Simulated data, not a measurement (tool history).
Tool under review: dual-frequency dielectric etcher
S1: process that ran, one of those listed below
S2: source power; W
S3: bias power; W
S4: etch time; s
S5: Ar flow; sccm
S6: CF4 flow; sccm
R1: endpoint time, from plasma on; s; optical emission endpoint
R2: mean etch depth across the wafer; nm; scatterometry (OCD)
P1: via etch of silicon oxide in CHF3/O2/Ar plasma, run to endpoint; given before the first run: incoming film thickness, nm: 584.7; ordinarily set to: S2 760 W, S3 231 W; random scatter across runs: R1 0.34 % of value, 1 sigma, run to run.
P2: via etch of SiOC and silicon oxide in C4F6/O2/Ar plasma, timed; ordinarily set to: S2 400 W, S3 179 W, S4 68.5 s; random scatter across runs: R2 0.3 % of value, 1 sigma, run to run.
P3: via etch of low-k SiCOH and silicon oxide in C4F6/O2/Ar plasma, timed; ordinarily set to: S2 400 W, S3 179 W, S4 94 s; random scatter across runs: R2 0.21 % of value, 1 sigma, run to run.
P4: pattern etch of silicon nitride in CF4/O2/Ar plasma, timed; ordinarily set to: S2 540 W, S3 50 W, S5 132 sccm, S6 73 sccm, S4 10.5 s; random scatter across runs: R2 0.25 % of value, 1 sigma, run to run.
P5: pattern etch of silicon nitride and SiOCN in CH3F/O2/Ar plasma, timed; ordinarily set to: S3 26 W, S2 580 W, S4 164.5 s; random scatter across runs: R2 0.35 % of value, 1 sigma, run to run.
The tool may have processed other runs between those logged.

| run | day | S1 | S2 | S3 | S4 | S5 | S6 | R1 | R2 |
|---|---|---|---|---|---|---|---|---|---|
| 1 | 0.525 | P1 | 760 | 231 |  |  |  | 254.44 |  |
| 2 | 1.104 | P5 | 580 | 26 | 164.5 |  |  |  | 26.66 |
| 3 | 1.462 | P1 | 760 | 231 |  |  |  | 255.35 |  |
| 4 | 2.067 | P3 | 550 | 179 | 94 |  |  |  | 299.98 |
| 5 | 2.475 | P5 | 580 | 26 | 246.5 |  |  |  | 40.41 |
| 6 | 2.996 | P4 | 540 | 50 | 10.5 | 132 | 55 |  | 18.828 |
| 7 | 3.417 | P5 | 580 | 18 | 164.5 |  |  |  | 23.212 |
| 8 | 3.75 | P1 | 940 | 231 |  |  |  | 236.05 |  |
| 9 | 4.15 | P3 | 400 | 179 | 94 |  |  |  | 266.09 |
| 10 | 4.746 | P1 | 760 | 175 |  |  |  | 280.81 |  |
| 11 | 5.312 | P1 | 760 | 231 |  |  |  | 256.39 |  |
| 12 | 5.621 | P4 | 540 | 63 | 10.5 | 132 | 73 |  | 21.64 |
| 13 | 6.192 | P2 | 400 | 179 | 68.5 |  |  |  | 76.286 |
| 14 | 6.671 | P4 | 540 | 50 | 7 | 132 | 73 |  | 13.179 |
| 15 | 6.988 | P1 | 480 | 316 |  |  |  | 270.3 |  |
| 16 | 7.362 | P2 | 300 | 179 | 68.5 |  |  |  | 68.374 |
| 17 | 7.725 | P1 | 550 | 294 |  |  |  | 263.34 |  |
| 18 | 8.146 | P5 | 780 | 26 | 164.5 |  |  |  | 29.722 |
| 19 | 8.475 | P5 | 580 | 26 | 164.5 |  |  |  | 26.909 |
| 20 | 8.962 | P2 | 400 | 110 | 68.5 |  |  |  | 65.938 |
| 21 | 9.267 | P1 | 480 | 231 |  |  |  | 302.18 |  |
| 22 | 9.75 | P4 | 670 | 50 | 10.5 | 132 | 73 |  | 23.884 |
| 23 | 10.296 | P1 | 760 | 231 |  |  |  | 255.17 |  |
| 24 | 10.746 | P2 | 400 | 179 | 68.5 |  |  |  | 76.807 |
| 25 | 11.325 | P4 | 540 | 50 | 10.5 | 78 | 73 |  | 21.139 |
| 26 | 11.612 | P3 | 400 | 250 | 94 |  |  |  | 296.47 |
| 27 | 12.142 | P4 | 540 | 50 | 10.5 | 132 | 73 |  | 19.657 |
| 28 | 12.638 | P1 | 760 | 297 |  |  |  | 233.26 |  |
| 29 | 13.079 | P3 | 400 | 179 | 136 |  |  |  | 384.02 |
| 30 | 13.654 | P1 | 920 | 164 |  |  |  | 265.91 |  |
| 31 | 14.212 | P2 | 400 | 179 | 94.5 |  |  |  | 105.54 |
| 32 | 14.512 | P1 | 760 | 231 |  |  |  | 256.97 |  |
| 33 | 14.892 | P1 | 760 | 231 |  |  |  | 256.26 |  |
| 34 | 15.267 | P1 | 760 | 231 |  |  |  | 255.06 |  |
| 35 | 15.8 | P1 | 760 | 231 |  |  |  | 252.5 |  |
| 36 | 16.304 | P1 | 760 | 231 |  |  |  | 251.93 |  |
| 37 | 16.729 | P1 | 760 | 231 |  |  |  | 251.25 |  |
|  | 17.054 | wet clean of the chamber |
| 38 | 17.067 | P1 | 760 | 231 |  |  |  | 250.81 |  |
| 39 | 17.408 | P1 | 760 | 231 |  |  |  | 251.56 |  |
| 40 | 17.8 | P1 | 760 | 231 |  |  |  | 251.09 |  |
| 41 | 18.304 | P1 | 760 | 231 |  |  |  | 251.18 |  |

What P1 gives has crept off from where it sat before. The 2 causes that follow fit the log equally well, each at the size noted:
A: bias power that arrives over what is set, % = 4.99
B: source power that arrives over what is set, % = 4.58
The drift started at roughly day 14.892.
Ruled out, with reasons:
chamber walls in a state that raises the etch rate, %: its service at day 17.054 followed the start of the drift and did not put the process back to its old value

The check runs listed below each take one wafer, and their results are still question marks. Under which run would the listed causes lead to clearly different results?
| check 1 | 18.808 | P3 | 480 | 179 | 134.5 |  |  |  | ? |
| check 2 | 18.808 | P2 | 320 | 136 | 68.5 |  |  |  | ? |
| check 3 | 18.808 | P5 | 720 | 19 | 164.5 |  |  |  | ? |
| check 4 | 18.808 | P4 | 540 | 50 | 10.5 | 82 | 73 |  | ? |

What every check run would give for each of its results, assuming each possible cause in turn:
| check | result | if A | if B |
|---|---|---|---|
| check 1 | R2 | 414.27 | 415.22 |
| check 2 | R2 | 65.276 | 65.439 |
| check 3 | R2 | 25.906 | 25.804 |
| check 4 | R2 | 21.46 | 21.905 |
How far apart the two closest causes lie, in the result that separates them most: check 1 0.23 %; check 2 0.25 %; check 3 0.4 %; check 4 2.05 %
Check 4 distinguishes between the causes, while the remaining checks would return nearly the same result for all of them.

After running check 4, the following was obtained: R2 21.536 nm. Which cause does this point to?

A is the cause: bias power that arrives over what is set, %.

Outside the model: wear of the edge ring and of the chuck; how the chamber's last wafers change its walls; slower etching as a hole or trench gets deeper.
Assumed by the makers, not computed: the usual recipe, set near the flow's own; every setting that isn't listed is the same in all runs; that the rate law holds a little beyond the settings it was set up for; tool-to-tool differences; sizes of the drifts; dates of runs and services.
